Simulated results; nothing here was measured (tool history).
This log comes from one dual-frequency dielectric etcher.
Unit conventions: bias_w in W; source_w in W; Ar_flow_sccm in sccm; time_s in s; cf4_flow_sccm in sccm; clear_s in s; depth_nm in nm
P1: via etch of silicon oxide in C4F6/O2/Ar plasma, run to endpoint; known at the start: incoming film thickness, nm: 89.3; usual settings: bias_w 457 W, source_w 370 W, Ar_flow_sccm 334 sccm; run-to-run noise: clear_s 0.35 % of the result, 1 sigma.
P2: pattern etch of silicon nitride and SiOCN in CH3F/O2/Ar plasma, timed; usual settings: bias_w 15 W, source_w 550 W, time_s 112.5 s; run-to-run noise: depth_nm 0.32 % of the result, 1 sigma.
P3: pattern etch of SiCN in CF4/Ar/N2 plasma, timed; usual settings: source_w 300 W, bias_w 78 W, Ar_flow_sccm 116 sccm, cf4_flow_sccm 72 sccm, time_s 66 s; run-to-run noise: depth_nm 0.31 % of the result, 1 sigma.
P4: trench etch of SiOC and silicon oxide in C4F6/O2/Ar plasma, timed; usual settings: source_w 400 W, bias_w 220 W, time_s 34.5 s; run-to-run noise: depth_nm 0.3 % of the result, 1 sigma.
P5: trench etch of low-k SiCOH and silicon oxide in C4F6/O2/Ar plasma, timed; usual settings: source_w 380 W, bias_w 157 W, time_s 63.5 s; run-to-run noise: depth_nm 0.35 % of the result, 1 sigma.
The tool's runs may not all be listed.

run,hour,process,bias_w,source_w,Ar_flow_sccm,time_s,cf4_flow_sccm,hours since the last wet clean,hours since the last bias power generator calibration,hours since the last source power generator calibration,hours since the last Ar flow controller change,clear_s,depth_nm
1,8,P1,457,370,334,,,164.7,1077.9,1178,1982.6,21.092,
2,19.5,P1,457,370,399,,,176.2,1089.4,1189.5,1994.1,21.524,
3,25.6,P1,383,280,334,,,182.3,1095.5,1195.6,2000.2,25.003,
4,35.8,P2,15,550,,65.5,,192.5,1105.7,1205.8,2010.4,,8.466
5,46.3,P2,11,550,,112.5,,203,1116.2,1216.3,2020.9,,12.906
6,53.3,P2,15,400,,112.5,,210,1123.2,1223.3,2027.9,,12.964
7,64.2,P3,47,300,116,66,72,220.9,1134.1,1234.2,2038.8,,32.958
8,69.6,P4,220,400,,34.5,,226.3,1139.5,1239.6,2044.2,,76.068
9,75.6,P5,201,380,,63.5,,232.3,1145.5,1245.6,2050.2,,210.35
10,87.1,P4,220,300,,34.5,,243.8,1157,1257.1,2061.7,,68.844
11,92.4,P1,457,370,334,,,249.1,1162.3,1262.4,2067,21.075,
12,99.2,P5,157,300,,63.5,,255.9,1169.1,1269.2,2073.8,,176.41
13,108.6,P3,78,300,116,66,52,265.3,1178.5,1278.6,2083.2,,37.627
14,120.2,P1,457,370,334,,,276.9,1190.1,1290.2,2094.8,21.169,
15,125.8,P1,457,370,334,,,282.5,1195.7,1295.8,2100.4,20.991,
16,132.8,P1,457,370,334,,,289.5,1202.7,1302.8,2107.4,21.008,
17,142.2,P1,457,500,334,,,298.9,1212.1,1312.2,2116.8,18.772,
18,147.9,P1,457,270,334,,,304.6,1217.8,1317.9,2122.5,23.651,
19,156,P5,157,380,,63.5,,312.7,1225.9,1326,2130.6,,194.6
20,161.3,P5,157,380,,63.5,,318,1231.2,1331.3,2135.9,,194.07
21,167.3,P3,78,300,116,95,72,324,1237.2,1337.3,2141.9,,56.862
22,178.7,P3,78,300,157,66,72,335.4,1248.6,1348.7,2153.3,,37.629
23,188.6,P1,457,370,246,,,345.3,1258.5,1358.6,2163.2,20.294,
24,195,P1,281,370,334,,,351.7,1264.9,1365,2169.6,25.071,
25,203.2,P5,157,380,,86,,359.9,1273.1,1373.2,2177.8,,263.67
26,211.3,P4,177,400,,34.5,,368,1281.2,1381.3,2185.9,,71.61
27,222.2,P2,15,550,,112.5,,378.9,1292.1,1392.2,2196.8,,14.519
28,228.9,P3,78,360,116,66,72,385.6,1298.8,1398.9,2203.5,,46.346
29,235.7,P3,78,300,116,66,72,392.4,1305.6,1405.7,2210.3,,39.614
30,245.8,P4,220,400,,21,,402.5,1315.7,1415.8,2220.4,,46.742
31,255,P1,541,370,334,,,411.7,1324.9,1425,2229.6,19.903,
32,261.4,P1,457,370,334,,,418.1,1331.3,1431.4,2236,21.123,
33,271.3,P1,457,370,334,,,428,1341.2,1441.3,2245.9,20.854,
34,277.2,P1,457,370,334,,,433.9,1347.1,1447.2,2251.8,20.902,
35,287.1,P1,457,370,334,,,443.8,1357,1457.1,2261.7,20.879,
36,292.3,P1,457,370,334,,,449,1362.2,1462.3,2266.9,20.809,
37,297.3,P1,457,370,334,,,454,1367.2,1467.3,2271.9,20.847,
# hour 299.6: wet clean of the chamber
# hour 299.7: Ar flow controller replaced
38,305.5,P1,457,370,334,,,5.9,1375.4,1475.5,5.9,20.815,
39,315,P1,457,370,334,,,15.4,1384.9,1485,15.4,20.698,
40,320.3,P1,457,370,334,,,20.7,1390.2,1490.3,20.7,20.732,
41,327.5,P1,457,370,334,,,27.9,1397.4,1497.5,27.9,20.664,
42,337.5,P1,457,370,334,,,37.9,1407.4,1507.5,37.9,20.737,

Something has made what P1 gives creep away from where it was; the 2 causes below, each at its own stated size, fit the log equally well:
A: bias power that arrives over what is set, % = 4.79
B: source power that arrives over what is set, % = 4.81
The gradual shift began around hour 261.4.
Other possible causes, and why each is ruled out:
chamber walls in a state that raises the etch rate, %: serviced at hour 299.6, which brought nothing back
Ar flow that arrives under what is set, %: serviced at hour 299.7, which brought nothing back

Listed below are the offered check runs, one wafer per run, with question marks in place of results. For which of them would the causes give clearly different outcomes?
check 1,347.5,P5,157,380,,63.5,,,,,,,?
check 2,347.5,P3,78,300,116,66,72,,,,,,?
check 3,347.5,P2,15,550,,112.5,,,,,,,?
check 4,347.5,P4,220,400,,34.5,,,,,,,?

Predicted outcomes, by check and by cause:
check,result,if A,if B
check 1,depth_nm,196.99,197.78
check 2,depth_nm,40.144,41.104
check 3,depth_nm,14.758,14.738
check 4,depth_nm,77.794,77.995
Per check, the gap between the least separated pair of causes, taken in the result that splits them most: check 1 0.4 %; check 2 2.36 %; check 3 0.13 %; check 4 0.26 %
Check 2 distinguishes between the causes, while the remaining checks would return nearly the same result for all of them.

With check 2 done, the readings were: depth_nm 41.106 nm. Identify which of the listed causes applies.

It is B: source power that arrives over what is set, %.
